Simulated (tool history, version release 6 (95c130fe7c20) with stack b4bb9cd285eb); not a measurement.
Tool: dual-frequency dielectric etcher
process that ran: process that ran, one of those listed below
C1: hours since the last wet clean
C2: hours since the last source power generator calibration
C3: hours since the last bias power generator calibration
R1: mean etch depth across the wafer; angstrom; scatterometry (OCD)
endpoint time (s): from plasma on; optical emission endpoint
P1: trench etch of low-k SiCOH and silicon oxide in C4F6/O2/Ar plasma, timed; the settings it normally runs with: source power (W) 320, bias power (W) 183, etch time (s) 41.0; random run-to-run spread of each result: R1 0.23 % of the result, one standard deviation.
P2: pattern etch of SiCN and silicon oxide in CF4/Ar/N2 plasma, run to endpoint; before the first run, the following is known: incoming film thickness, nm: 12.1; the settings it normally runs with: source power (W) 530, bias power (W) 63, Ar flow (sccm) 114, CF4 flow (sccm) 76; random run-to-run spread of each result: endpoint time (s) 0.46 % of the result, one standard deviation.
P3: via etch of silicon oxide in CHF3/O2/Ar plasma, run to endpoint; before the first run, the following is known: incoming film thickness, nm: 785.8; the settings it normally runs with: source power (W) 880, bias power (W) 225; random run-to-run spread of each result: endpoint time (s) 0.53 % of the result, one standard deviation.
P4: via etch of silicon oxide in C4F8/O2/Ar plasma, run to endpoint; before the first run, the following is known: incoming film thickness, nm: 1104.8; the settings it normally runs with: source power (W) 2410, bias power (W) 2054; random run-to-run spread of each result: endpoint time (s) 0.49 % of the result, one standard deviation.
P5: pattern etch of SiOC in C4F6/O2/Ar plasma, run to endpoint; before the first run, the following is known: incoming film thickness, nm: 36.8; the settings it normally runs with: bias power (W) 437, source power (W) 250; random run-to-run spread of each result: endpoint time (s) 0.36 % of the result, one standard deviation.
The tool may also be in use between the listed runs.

Run 1, day 0.596: process that ran P1, source power (W) 320, bias power (W) 183, etch time (s) 41.0; C1 298.9; C2 2950.7; C3 982.7. Result: R1 1229.60 angstrom.
Run 2, day 1.012: process that ran P1, source power (W) 320, bias power (W) 183, etch time (s) 41.0; C1 308.9; C2 2960.7; C3 992.7. Result: R1 1231.20 angstrom.
Run 3, day 1.650: process that ran P5, source power (W) 250, bias power (W) 437; C1 324.2; C2 2976.0; C3 1008.0. Result: endpoint time (s) 15.221.
Run 4, day 1.967: process that ran P3, source power (W) 1210, bias power (W) 225; C1 331.8; C2 2983.6; C3 1015.6. Result: endpoint time (s) 275.630.
Run 5, day 2.604: process that ran P1, source power (W) 250, bias power (W) 112, etch time (s) 41.0; C1 347.1; C2 2998.9; C3 1030.9. Result: R1 958.88 angstrom.
Run 6, day 3.150: process that ran P4, source power (W) 3100, bias power (W) 2054; C1 360.2; C2 3012.0; C3 1044.0. Result: endpoint time (s) 186.130.
Run 7, day 3.496: process that ran P1, source power (W) 320, bias power (W) 142, etch time (s) 41.0; C1 368.5; C2 3020.3; C3 1052.3. Result: R1 1134.80 angstrom.
Run 8, day 4.075: process that ran P5, source power (W) 330, bias power (W) 437; C1 382.4; C2 3034.2; C3 1066.2. Result: endpoint time (s) 13.748.
Run 9, day 4.767: process that ran P5, source power (W) 250, bias power (W) 588; C1 399.0; C2 3050.8; C3 1082.8. Result: endpoint time (s) 13.638.
Run 10, day 5.258: process that ran P1, source power (W) 320, bias power (W) 183, etch time (s) 31.0; C1 410.8; C2 3062.6; C3 1094.6. Result: R1 928.95 angstrom.
Run 11, day 5.692: process that ran P2, source power (W) 530, bias power (W) 63, Ar flow (sccm) 114, CF4 flow (sccm) 76; C1 421.2; C2 3073.0; C3 1105.0. Result: endpoint time (s) 12.968.
Run 12, day 6.354: process that ran P3, source power (W) 880, bias power (W) 286; C1 437.1; C2 3088.9; C3 1120.9. Result: endpoint time (s) 286.990.
Run 13, day 7.033: process that ran P5, source power (W) 250, bias power (W) 437; C1 453.4; C2 3105.2; C3 1137.2. Result: endpoint time (s) 15.240.
Run 14, day 7.492: process that ran P1, source power (W) 210, bias power (W) 183, etch time (s) 41.0; C1 464.4; C2 3116.2; C3 1148.2. Result: R1 1046.10 angstrom.
Run 15, day 8.117: process that ran P1, source power (W) 320, bias power (W) 183, etch time (s) 41.0; C1 479.4; C2 3131.2; C3 1163.2. Result: R1 1227.20 angstrom.
Run 16, day 8.488: process that ran P2, source power (W) 350, bias power (W) 63, Ar flow (sccm) 114, CF4 flow (sccm) 76; C1 488.3; C2 3140.1; C3 1172.1. Result: endpoint time (s) 18.563.
Run 17, day 9.133: process that ran P2, source power (W) 530, bias power (W) 63, Ar flow (sccm) 114, CF4 flow (sccm) 76; C1 503.8; C2 3155.6; C3 1187.6. Result: endpoint time (s) 12.817.
Run 18, day 9.704: process that ran P2, source power (W) 530, bias power (W) 41, Ar flow (sccm) 114, CF4 flow (sccm) 76; C1 517.5; C2 3169.3; C3 1201.3. Result: endpoint time (s) 14.715.
Run 19, day 10.367: process that ran P1, source power (W) 260, bias power (W) 250, etch time (s) 41.0; C1 533.4; C2 3185.2; C3 1217.2. Result: R1 1259.10 angstrom.
Run 20, day 10.942: process that ran P1, source power (W) 320, bias power (W) 251, etch time (s) 41.0; C1 547.2; C2 3199.0; C3 1231.0. Result: R1 1365.20 angstrom.
Run 21, day 11.450: process that ran P1, source power (W) 320, bias power (W) 183, etch time (s) 41.0; C1 559.4; C2 3211.2; C3 1243.2. Result: R1 1228.00 angstrom.
Run 22, day 12.021: process that ran P4, source power (W) 2410, bias power (W) 2054; C1 573.1; C2 3224.9; C3 1256.9. Result: endpoint time (s) 204.290.
Run 23, day 12.483: process that ran P3, source power (W) 880, bias power (W) 225; C1 584.2; C2 3236.0; C3 1268.0. Result: endpoint time (s) 312.300.
Run 24, day 12.975: process that ran P1, source power (W) 320, bias power (W) 183, etch time (s) 41.0; C1 596.0; C2 3247.8; C3 1279.8. Result: R1 1230.40 angstrom.
Run 25, day 13.308: process that ran P1, source power (W) 320, bias power (W) 183, etch time (s) 41.0; C1 604.0; C2 3255.8; C3 1287.8. Result: R1 1234.20 angstrom.
Run 26, day 13.621: process that ran P2, source power (W) 530, bias power (W) 63, Ar flow (sccm) 90, CF4 flow (sccm) 76; C1 611.5; C2 3263.3; C3 1295.3. Result: endpoint time (s) 12.411.
Run 27, day 13.975: process that ran P3, source power (W) 880, bias power (W) 225; C1 620.0; C2 3271.8; C3 1303.8. Result: endpoint time (s) 310.300.
Run 28, day 14.333: process that ran P1, source power (W) 320, bias power (W) 183, etch time (s) 55.5; C1 628.6; C2 3280.4; C3 1312.4. Result: R1 1660.70 angstrom.

Run 29 has not been measured yet. What should we expect?
Run 29, day 14.967: process that ran P1, source power (W) 410, bias power (W) 183, etch time (s) 41.0; C1 643.8; C2 3295.6; C3 1327.6. Result: R1 ?.

R1: 1356.30 angstrom
